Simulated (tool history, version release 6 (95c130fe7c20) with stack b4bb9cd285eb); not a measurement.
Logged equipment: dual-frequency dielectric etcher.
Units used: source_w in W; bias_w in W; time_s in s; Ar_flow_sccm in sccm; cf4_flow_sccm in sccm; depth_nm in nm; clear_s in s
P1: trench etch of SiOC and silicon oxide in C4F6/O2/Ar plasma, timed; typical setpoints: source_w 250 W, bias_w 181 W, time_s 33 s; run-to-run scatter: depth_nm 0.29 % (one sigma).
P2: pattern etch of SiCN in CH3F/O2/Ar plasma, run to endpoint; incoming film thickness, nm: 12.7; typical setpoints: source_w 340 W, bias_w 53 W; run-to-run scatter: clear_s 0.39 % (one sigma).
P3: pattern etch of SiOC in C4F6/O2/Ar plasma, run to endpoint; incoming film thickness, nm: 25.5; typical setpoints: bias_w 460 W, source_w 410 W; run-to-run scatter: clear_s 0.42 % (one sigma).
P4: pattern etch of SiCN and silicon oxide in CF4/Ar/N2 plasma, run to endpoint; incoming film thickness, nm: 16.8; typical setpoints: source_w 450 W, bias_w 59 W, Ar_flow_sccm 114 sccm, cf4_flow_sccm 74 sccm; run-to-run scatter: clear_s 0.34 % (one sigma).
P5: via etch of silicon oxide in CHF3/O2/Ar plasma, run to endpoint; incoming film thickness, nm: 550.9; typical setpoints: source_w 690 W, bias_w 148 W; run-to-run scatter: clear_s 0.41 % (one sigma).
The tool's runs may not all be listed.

Run 1, hour 3.9: process P1, source_w 250 W, bias_w 181 W, time_s 33 s. Result: depth_nm 52.333 nm.
Run 2, hour 7: process P5, source_w 420 W, bias_w 148 W. Result: clear_s 342.66 s.
Run 3, hour 10.3: process P2, source_w 340 W, bias_w 53 W. Result: clear_s 41.47 s.
Run 4, hour 13.6: process P4, source_w 450 W, bias_w 59 W, Ar_flow_sccm 67 sccm, cf4_flow_sccm 74 sccm. Result: clear_s 19.619 s.
Run 5, hour 17.3: process P4, source_w 450 W, bias_w 59 W, Ar_flow_sccm 114 sccm, cf4_flow_sccm 91 sccm. Result: clear_s 20.451 s.
Run 6, hour 19.5: process P1, source_w 310 W, bias_w 115 W, time_s 33 s. Result: depth_nm 49.225 nm.
Run 7, hour 23.4: process P4, source_w 450 W, bias_w 35 W, Ar_flow_sccm 114 sccm, cf4_flow_sccm 74 sccm. Result: clear_s 24.949 s.
Run 8, hour 26.3: process P1, source_w 250 W, bias_w 181 W, time_s 33 s. Result: depth_nm 52.372 nm.
Run 9, hour 29.5: process P1, source_w 250 W, bias_w 142 W, time_s 33 s. Result: depth_nm 48.101 nm.
Run 10, hour 33.5: process P1, source_w 250 W, bias_w 181 W, time_s 33 s. Result: depth_nm 52.349 nm.
Run 11, hour 36.6: process P2, source_w 340 W, bias_w 67 W. Result: clear_s 38.028 s.
At hour 38.8: bias power generator calibrated.
Run 12, hour 40.5: process P1, source_w 250 W, bias_w 181 W, time_s 33 s. Result: depth_nm 52.137 nm.
Run 13, hour 43.5: process P5, source_w 690 W, bias_w 148 W. Result: clear_s 283.87 s.
Run 14, hour 47.7: process P4, source_w 620 W, bias_w 59 W, Ar_flow_sccm 114 sccm, cf4_flow_sccm 74 sccm. Result: clear_s 15.971 s.
Run 15, hour 50: process P3, source_w 410 W, bias_w 460 W. Result: clear_s 8.4907 s.
Run 16, hour 52.3: process P2, source_w 340 W, bias_w 53 W. Result: clear_s 41.314 s.
Run 17, hour 55.9: process P2, source_w 230 W, bias_w 53 W. Result: clear_s 47.933 s.
Run 18, hour 58.9: process P4, source_w 450 W, bias_w 59 W, Ar_flow_sccm 114 sccm, cf4_flow_sccm 74 sccm. Result: clear_s 21.104 s.
Run 19, hour 61.6: process P4, source_w 450 W, bias_w 59 W, Ar_flow_sccm 114 sccm, cf4_flow_sccm 74 sccm. Result: clear_s 21.07 s.
Run 20, hour 65.4: process P3, source_w 410 W, bias_w 315 W. Result: clear_s 9.7835 s.
Run 21, hour 67.4: process P1, source_w 250 W, bias_w 181 W, time_s 49.5 s. Result: depth_nm 78.219 nm.
Run 22, hour 69.4: process P1, source_w 250 W, bias_w 223 W, time_s 33 s. Result: depth_nm 55.756 nm.
Run 23, hour 71.8: process P3, source_w 520 W, bias_w 460 W. Result: clear_s 7.7977 s.
Run 24, hour 75.9: process P5, source_w 690 W, bias_w 192 W. Result: clear_s 261.74 s.
Run 25, hour 79.2: process P3, source_w 410 W, bias_w 460 W. Result: clear_s 8.5639 s.
Run 26, hour 82.5: process P1, source_w 250 W, bias_w 181 W, time_s 18 s. Result: depth_nm 28.377 nm.
Run 27, hour 84.5: process P1, source_w 310 W, bias_w 181 W, time_s 33 s. Result: depth_nm 56.862 nm.

What does the tool deliver on the next run?
Run 28, hour 86.6: process P1, source_w 180 W, bias_w 243 W, time_s 33 s. Result: depth_nm ?.

{"run 28": {"depth_nm": 50.977}}
